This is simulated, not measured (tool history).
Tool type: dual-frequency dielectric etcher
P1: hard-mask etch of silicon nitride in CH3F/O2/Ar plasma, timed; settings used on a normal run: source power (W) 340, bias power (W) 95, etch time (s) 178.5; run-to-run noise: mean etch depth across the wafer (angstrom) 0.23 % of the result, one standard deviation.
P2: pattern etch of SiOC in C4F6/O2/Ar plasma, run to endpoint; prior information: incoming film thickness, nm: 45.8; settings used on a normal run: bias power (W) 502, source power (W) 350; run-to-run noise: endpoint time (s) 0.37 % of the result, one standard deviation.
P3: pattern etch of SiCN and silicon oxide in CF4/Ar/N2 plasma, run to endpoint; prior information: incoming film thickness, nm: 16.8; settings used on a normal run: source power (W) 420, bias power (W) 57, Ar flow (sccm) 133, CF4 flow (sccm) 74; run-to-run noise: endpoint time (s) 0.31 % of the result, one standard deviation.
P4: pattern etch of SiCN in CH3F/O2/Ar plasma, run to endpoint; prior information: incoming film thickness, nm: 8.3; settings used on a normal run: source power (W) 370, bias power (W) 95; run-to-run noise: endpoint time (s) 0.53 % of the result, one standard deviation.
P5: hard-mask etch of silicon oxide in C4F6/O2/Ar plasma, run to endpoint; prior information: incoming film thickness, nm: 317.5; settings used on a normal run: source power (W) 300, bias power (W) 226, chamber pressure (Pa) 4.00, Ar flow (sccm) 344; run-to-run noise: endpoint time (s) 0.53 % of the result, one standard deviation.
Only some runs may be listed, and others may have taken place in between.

run,day,process that ran,source power (W),bias power (W),etch time (s),chamber pressure (Pa),Ar flow (sccm),CF4 flow (sccm),hours since the last wet clean,hours since the last source power generator calibration,hours since the last bias power generator calibration,mean etch depth across the wafer (angstrom),endpoint time (s)
1,0.533,P1,340,95,178.5,,,,199.9,1252.3,1823.6,1304.30,
2,0.983,P2,350,316,,,,,210.7,1263.1,1834.4,,19.515
3,1.233,P1,340,95,178.5,,,,216.7,1269.1,1840.4,1307.00,
4,1.679,P1,340,95,252.5,,,,227.4,1279.8,1851.1,1850.80,
5,2.167,P1,340,71,178.5,,,,239.1,1291.5,1862.8,1175.50,
6,2.667,P5,300,226,,4.00,344,,251.1,1303.5,1874.8,,106.900
7,3.138,P3,420,78,,,133,74,262.4,1314.8,1886.1,,21.534
8,3.462,P5,300,226,,4.00,344,,270.2,1322.6,1893.9,,106.160
9,3.742,P1,250,95,219.5,,,,276.9,1329.3,1900.6,1424.10,
10,4.012,P2,460,502,,,,,283.4,1335.8,1907.1,,14.845
11,4.433,P1,340,95,178.5,,,,293.5,1345.9,1917.2,1313.00,
12,4.967,P3,540,57,,,133,74,306.3,1358.7,1930.0,,19.098
13,5.404,P1,340,95,178.5,,,,316.8,1369.2,1940.5,1302.00,
14,5.742,P1,340,134,178.5,,,,324.9,1377.3,1948.6,1489.20,
15,6.292,P1,340,95,122.5,,,,338.1,1390.5,1961.8,896.79,
16,6.567,P3,420,57,,,133,74,344.7,1397.1,1968.4,,23.977
17,6.912,P4,370,95,,,,,353.0,1405.4,1976.7,,21.788
18,7.312,P1,440,95,178.5,,,,362.6,1415.0,1986.3,1438.40,
19,7.817,P5,300,132,,4.00,344,,374.7,1427.1,1998.4,,126.180
20,8.321,P4,440,95,,,,,386.8,1439.2,2010.5,,20.233
21,8.767,P5,220,226,,4.00,344,,397.5,1449.9,2021.2,,119.540
22,9.129,P4,370,123,,,,,406.2,1458.6,2029.9,,19.492
23,9.600,P3,420,57,,,133,45,417.5,1469.9,2041.2,,26.017
24,10.021,P5,300,226,,4.00,272,,427.6,1480.0,2051.3,,104.520
25,10.529,P2,350,502,,,,,439.8,1492.2,2063.5,,16.361
26,11.046,P1,340,95,178.5,,,,452.2,1504.6,2075.9,1308.30,
27,11.333,P5,300,226,,5.00,344,,459.1,1511.5,2082.8,,108.550
28,11.608,P3,420,57,,,188,74,465.7,1518.1,2089.4,,25.370
29,12.017,P1,230,95,178.5,,,,475.5,1527.9,2099.2,1131.40,
30,12.496,P1,340,95,178.5,,,,487.0,1539.4,2110.7,1309.30,
31,12.758,P1,340,95,178.5,,,,493.3,1545.7,2117.0,1302.40,
32,13.171,P1,340,95,178.5,,,,503.2,1555.6,2126.9,1295.40,
33,13.492,P1,340,95,178.5,,,,510.9,1563.3,2134.6,1286.30,
34,13.946,P1,340,95,178.5,,,,521.8,1574.2,2145.5,1290.50,
35,14.325,P1,340,95,178.5,,,,530.9,1583.3,2154.6,1284.60,
36,14.792,P1,340,95,178.5,,,,542.1,1594.5,2165.8,1286.20,
# day 15.029: wet clean of the chamber
37,15.246,P1,340,95,178.5,,,,5.3,1605.4,2176.7,1285.60,
38,15.525,P1,340,95,178.5,,,,12.0,1612.1,2183.4,1282.80,
39,15.846,P1,340,95,178.5,,,,19.7,1619.8,2191.1,1277.30,
40,16.367,P1,340,95,178.5,,,,32.2,1632.3,2203.6,1281.40,

P1 no longer gives what it gave before; its output has crept away from where it was. The following 2 causes, each at its listed size, fit the log equally well:
A: source power that arrives under what is set, % = 4.84
B: bias power that arrives under what is set, % = 4.91
The process output started creeping at around day 12.496.
Excluded causes, each with its reason:
chamber walls in a state that lowers the etch rate, %: serviced at day 15.029, which brought nothing back

Listed below are the offered check runs, one wafer per run, with question marks in place of results. For which of them would the causes give clearly different outcomes?
check 1,16.888,P5,300,138,,4.00,272,,,,,,?
check 2,16.888,P2,460,329,,,,,,,,,?
check 3,16.888,P3,420,57,,,166,55,,,,,?
check 4,16.888,P4,430,95,,,,,,,,,?

If the cause were each of the candidates in turn, the checks would give the following:
check,result,if A,if B
check 1,endpoint time (s),123.870,123.340
check 2,endpoint time (s),17.648,17.624
check 3,endpoint time (s),27.277,26.606
check 4,endpoint time (s),20.780,20.786
Smallest distance between any two causes, each pair judged by its most separating result, in per cent: check 1 0.43 %; check 2 0.13 %; check 3 2.49 %; check 4 0.03 %
Only check 3 tells the causes apart: in the others they would give nearly the same result.

After running check 3, the following was obtained: endpoint time (s) 27.187. Which cause does this point to?

A is the cause: source power that arrives under what is set, %.

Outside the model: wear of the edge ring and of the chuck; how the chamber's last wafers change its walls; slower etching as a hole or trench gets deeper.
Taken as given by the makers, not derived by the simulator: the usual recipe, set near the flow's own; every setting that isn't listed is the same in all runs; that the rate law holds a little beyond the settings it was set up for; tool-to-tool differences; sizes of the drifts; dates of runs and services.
